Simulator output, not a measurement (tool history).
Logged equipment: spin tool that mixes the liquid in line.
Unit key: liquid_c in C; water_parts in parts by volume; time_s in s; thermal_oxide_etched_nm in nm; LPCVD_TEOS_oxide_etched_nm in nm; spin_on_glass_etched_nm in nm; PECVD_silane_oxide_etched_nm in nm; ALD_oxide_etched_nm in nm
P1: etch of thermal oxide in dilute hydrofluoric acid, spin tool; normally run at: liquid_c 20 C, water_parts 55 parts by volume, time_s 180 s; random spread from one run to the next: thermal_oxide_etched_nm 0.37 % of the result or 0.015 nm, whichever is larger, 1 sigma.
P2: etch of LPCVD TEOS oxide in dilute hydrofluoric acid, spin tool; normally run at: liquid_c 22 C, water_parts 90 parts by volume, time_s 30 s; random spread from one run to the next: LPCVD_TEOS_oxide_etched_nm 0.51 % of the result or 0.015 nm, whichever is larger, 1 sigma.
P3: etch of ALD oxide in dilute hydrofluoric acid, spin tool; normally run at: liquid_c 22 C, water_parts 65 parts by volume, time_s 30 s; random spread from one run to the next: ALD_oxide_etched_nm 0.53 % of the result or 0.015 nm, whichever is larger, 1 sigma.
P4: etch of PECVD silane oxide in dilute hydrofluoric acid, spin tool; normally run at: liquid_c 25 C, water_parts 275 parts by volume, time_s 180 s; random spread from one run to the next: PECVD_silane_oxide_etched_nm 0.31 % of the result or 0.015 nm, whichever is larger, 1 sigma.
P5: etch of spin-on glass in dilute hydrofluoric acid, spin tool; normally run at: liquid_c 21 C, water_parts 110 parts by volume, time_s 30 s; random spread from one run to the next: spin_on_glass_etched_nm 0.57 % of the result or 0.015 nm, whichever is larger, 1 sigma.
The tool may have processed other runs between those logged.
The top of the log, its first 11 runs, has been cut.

run	hour	process	liquid_c	water_parts	time_s	hours since the thermometer was replaced	hours since the hydrofluoric acid flow meter was replaced	thermal_oxide_etched_nm	LPCVD_TEOS_oxide_etched_nm	spin_on_glass_etched_nm	PECVD_silane_oxide_etched_nm	ALD_oxide_etched_nm
12	124.9	P1	20	55	180	490.7	37.5	12.914				
13	132.6	P4	31.5	275	180	498.4	45.2				14.294	
14	140.8	P2	27.5	90	30	506.6	53.4		21.495			
15	151.7	P1	20	55	180	517.5	64.3	12.998				
16	161.4	P1	20	55	340	527.2	74	24.447				
17	170.6	P1	20	55	75	536.4	83.2	5.4056				
18	178.4	P4	25	275	275	544.2	91				17.545	
19	191.2	P2	22	90	50	557	103.8		28.609			
20	202.7	P1	17	30	180	568.5	115.3	21.543				
21	214.3	P5	21	170	30	580.1	126.9			5.3837		
22	228.7	P3	22	65	15	594.5	141.3					5.3864

Predict the results of run 23:
23	235.8	P3	17	65	30	601.6	148.4					?

ALD_oxide_etched_nm: 8.7346 nm

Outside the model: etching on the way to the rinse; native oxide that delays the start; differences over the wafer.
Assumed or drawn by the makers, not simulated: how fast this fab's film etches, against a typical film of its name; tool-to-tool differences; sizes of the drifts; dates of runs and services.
